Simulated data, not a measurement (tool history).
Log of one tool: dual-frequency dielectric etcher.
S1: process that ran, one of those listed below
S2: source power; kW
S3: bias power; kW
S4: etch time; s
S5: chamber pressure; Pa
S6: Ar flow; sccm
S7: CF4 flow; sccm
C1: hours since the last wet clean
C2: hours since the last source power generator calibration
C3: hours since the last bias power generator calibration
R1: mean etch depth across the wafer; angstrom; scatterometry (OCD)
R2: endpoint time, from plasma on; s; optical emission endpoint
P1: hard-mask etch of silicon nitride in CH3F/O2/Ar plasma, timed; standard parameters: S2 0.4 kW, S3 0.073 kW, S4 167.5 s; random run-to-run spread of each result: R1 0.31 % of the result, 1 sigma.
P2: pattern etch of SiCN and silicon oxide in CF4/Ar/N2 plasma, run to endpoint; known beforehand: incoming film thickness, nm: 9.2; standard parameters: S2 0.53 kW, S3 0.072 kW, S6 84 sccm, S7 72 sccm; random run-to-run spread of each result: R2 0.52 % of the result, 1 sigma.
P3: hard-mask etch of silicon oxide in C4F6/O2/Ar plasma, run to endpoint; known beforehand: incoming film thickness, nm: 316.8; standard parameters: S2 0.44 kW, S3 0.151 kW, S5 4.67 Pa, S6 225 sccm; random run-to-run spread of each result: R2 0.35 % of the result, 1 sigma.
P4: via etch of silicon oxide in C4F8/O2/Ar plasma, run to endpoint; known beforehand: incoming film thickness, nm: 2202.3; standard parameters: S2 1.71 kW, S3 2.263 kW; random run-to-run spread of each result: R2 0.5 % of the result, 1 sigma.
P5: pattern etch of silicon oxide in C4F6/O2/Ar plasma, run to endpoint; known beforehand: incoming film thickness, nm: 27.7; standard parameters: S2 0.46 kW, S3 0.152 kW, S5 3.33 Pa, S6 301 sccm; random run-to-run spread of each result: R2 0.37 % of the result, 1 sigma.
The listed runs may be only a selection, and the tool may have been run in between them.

| run | hour | S1 | S2 | S3 | S4 | S5 | S6 | S7 | C1 | C2 | C3 | R1 | R2 |
|---|---|---|---|---|---|---|---|---|---|---|---|---|---|
| 1 | 11.6 | P1 | 0.4 | 0.073 | 167.5 |  |  |  | 451.4 | 2423.5 | 1203 | 1154.7 |  |
| 2 | 28.5 | P1 | 0.4 | 0.073 | 167.5 |  |  |  | 468.3 | 2440.4 | 1219.9 | 1154 |  |
| 3 | 40.2 | P5 | 0.46 | 0.152 |  | 4.2 | 301 |  | 480 | 2452.1 | 1231.6 |  | 8.8474 |
| 4 | 51.3 | P5 | 0.46 | 0.152 |  | 3.33 | 389 |  | 491.1 | 2463.2 | 1242.7 |  | 8.9075 |
| 5 | 62.6 | P2 | 0.53 | 0.072 |  |  | 119 | 72 | 502.4 | 2474.5 | 1254 |  | 9.5876 |
| 6 | 74.4 | P1 | 0.4 | 0.073 | 215.5 |  |  |  | 514.2 | 2486.3 | 1265.8 | 1491.9 |  |
| 7 | 88.1 | P2 | 0.53 | 0.072 |  |  | 84 | 98 | 527.9 | 2500 | 1279.5 |  | 8.653 |
| 8 | 102.8 | P5 | 0.46 | 0.152 |  | 3.33 | 301 |  | 542.6 | 2514.7 | 1294.2 |  | 8.6042 |
| 9 | 114.6 | P1 | 0.4 | 0.089 | 167.5 |  |  |  | 554.4 | 2526.5 | 1306 | 1243.7 |  |
| 10 | 129 | P3 | 0.44 | 0.151 |  | 6.33 | 225 |  | 568.8 | 2540.9 | 1320.4 |  | 104.56 |
| 11 | 145.8 | P2 | 0.53 | 0.101 |  |  | 84 | 72 | 585.6 | 2557.7 | 1337.2 |  | 8.1619 |
| 12 | 161.2 | P3 | 0.44 | 0.151 |  | 4.67 | 225 |  | 601 | 2573.1 | 1352.6 |  | 100.97 |
| 13 | 176.1 | P3 | 0.44 | 0.151 |  | 4.67 | 292 |  | 615.9 | 2588 | 1367.5 |  | 104.35 |
| 14 | 189.6 | P1 | 0.4 | 0.073 | 126.5 |  |  |  | 629.4 | 2601.5 | 1381 | 869.94 |  |
| 15 | 205 | P2 | 0.68 | 0.072 |  |  | 84 | 72 | 644.8 | 2616.9 | 1396.4 |  | 7.2212 |
| 16 | 213.7 | P1 | 0.24 | 0.086 | 167.5 |  |  |  | 653.5 | 2625.6 | 1405.1 | 1007.3 |  |
| 17 | 230.3 | P1 | 0.48 | 0.073 | 167.5 |  |  |  | 670.1 | 2642.2 | 1421.7 | 1238.6 |  |
| 18 | 243.5 | P4 | 1.71 | 3.109 |  |  |  |  | 683.3 | 2655.4 | 1434.9 |  | 405.55 |
| 19 | 257.5 | P3 | 0.28 | 0.151 |  | 4.67 | 225 |  | 697.3 | 2669.4 | 1448.9 |  | 121.52 |
| 20 | 271.1 | P2 | 0.53 | 0.072 |  |  | 84 | 72 | 710.9 | 2683 | 1462.5 |  | 9.1542 |
| 21 | 280.4 | P4 | 1.71 | 2.263 |  |  |  |  | 720.2 | 2692.3 | 1471.8 |  | 441.54 |
| 22 | 293.6 | P4 | 2.16 | 2.263 |  |  |  |  | 733.4 | 2705.5 | 1485 |  | 404.45 |
| 23 | 303 | P1 | 0.26 | 0.073 | 167.5 |  |  |  | 742.8 | 2714.9 | 1494.4 | 989.05 |  |
| 24 | 318 | P3 | 0.44 | 0.111 |  | 4.67 | 225 |  | 757.8 | 2729.9 | 1509.4 |  | 110.33 |
|  | 323.4 | bias power generator calibrated |
| 25 | 328.9 | P2 | 0.53 | 0.072 |  |  | 84 | 72 | 768.7 | 2740.8 | 5.6 |  | 9.0088 |
| 26 | 342.1 | P5 | 0.46 | 0.109 |  | 3.33 | 301 |  | 781.9 | 2754 | 18.8 |  | 9.4494 |
| 27 | 351.7 | P3 | 0.44 | 0.151 |  | 4.67 | 225 |  | 791.5 | 2763.6 | 28.4 |  | 100.73 |
| 28 | 368.1 | P1 | 0.4 | 0.053 | 167.5 |  |  |  | 807.9 | 2780 | 44.8 | 1039.1 |  |
| 29 | 379.2 | P1 | 0.4 | 0.073 | 167.5 |  |  |  | 819 | 2791.1 | 55.9 | 1159.3 |  |
| 30 | 396.2 | P1 | 0.4 | 0.073 | 167.5 |  |  |  | 836 | 2808.1 | 72.9 | 1158.8 |  |
| 31 | 412.4 | P5 | 0.65 | 0.152 |  | 3.33 | 301 |  | 852.2 | 2824.3 | 89.1 |  | 7.4655 |
| 32 | 425.2 | P1 | 0.4 | 0.073 | 167.5 |  |  |  | 865 | 2837.1 | 101.9 | 1156.7 |  |
| 33 | 437.5 | P1 | 0.4 | 0.073 | 167.5 |  |  |  | 877.3 | 2849.4 | 114.2 | 1153.9 |  |
| 34 | 450.8 | P1 | 0.4 | 0.073 | 167.5 |  |  |  | 890.6 | 2862.7 | 127.5 | 1145.9 |  |
| 35 | 465.7 | P1 | 0.4 | 0.073 | 167.5 |  |  |  | 905.5 | 2877.6 | 142.4 | 1140.1 |  |
| 36 | 482.5 | P1 | 0.4 | 0.073 | 167.5 |  |  |  | 922.3 | 2894.4 | 159.2 | 1142.3 |  |
| 37 | 491.6 | P1 | 0.4 | 0.073 | 167.5 |  |  |  | 931.4 | 2903.5 | 168.3 | 1136.7 |  |
| 38 | 505.4 | P1 | 0.4 | 0.073 | 167.5 |  |  |  | 945.2 | 2917.3 | 182.1 | 1140.1 |  |
| 39 | 519.8 | P1 | 0.4 | 0.073 | 167.5 |  |  |  | 959.6 | 2931.7 | 196.5 | 1133.3 |  |
|  | 523.5 | wet clean of the chamber |
| 40 | 532.4 | P1 | 0.4 | 0.073 | 167.5 |  |  |  | 9 | 2944.3 | 209.1 | 1138.4 |  |
| 41 | 549.2 | P1 | 0.4 | 0.073 | 167.5 |  |  |  | 25.8 | 2961.1 | 225.9 | 1133.1 |  |
| 42 | 561.4 | P1 | 0.4 | 0.073 | 167.5 |  |  |  | 38 | 2973.3 | 238.1 | 1137 |  |

What P1 gives has crept away from where it was. These 2 causes fit the log equally well, each at the size given:
A: source power that arrives under what is set, % = 4
B: bias power that arrives under what is set, % = 4.42
The creep began at about hour 425.2.
Why every other cause is out:
chamber walls in a state that lowers the etch rate, %: work on it at hour 523.5, done after the drift set in, did not restore what the process gave before

4 check runs are offered, each on 3 wafers whose results are averaged, their results left as question marks. Which one tells the causes apart?
| check 1 | 573.6 | P5 | 0.46 | 0.152 |  | 3.33 | 301 |  |  |  |  |  | ? |
| check 2 | 573.6 | P2 | 0.53 | 0.072 |  |  | 84 | 72 |  |  |  |  | ? |
| check 3 | 573.6 | P3 | 0.44 | 0.151 |  | 4.67 | 225 |  |  |  |  |  | ? |
| check 4 | 573.6 | P4 | 1.71 | 2.263 |  |  |  |  |  |  |  |  | ? |

If the cause were each of the candidates in turn, the checks would give the following:
| check | result | if A | if B |
|---|---|---|---|
| check 1 | R2 | 8.7178 | 8.6952 |
| check 2 | R2 | 9.4309 | 9.2287 |
| check 3 | R2 | 102.73 | 102.47 |
| check 4 | R2 | 450.49 | 449.25 |
How far apart the two closest causes lie, in the result that separates them most: check 1 0.26 %; check 2 2.17 %; check 3 0.26 %; check 4 0.28 %
Check 2 tells the causes apart: in the others they would give nearly the same result.

Check 2 was carried out, with these results: R2 9.2209 s. Which of the listed causes is responsible?

The correct cause is B, namely: bias power that arrives under what is set, %.
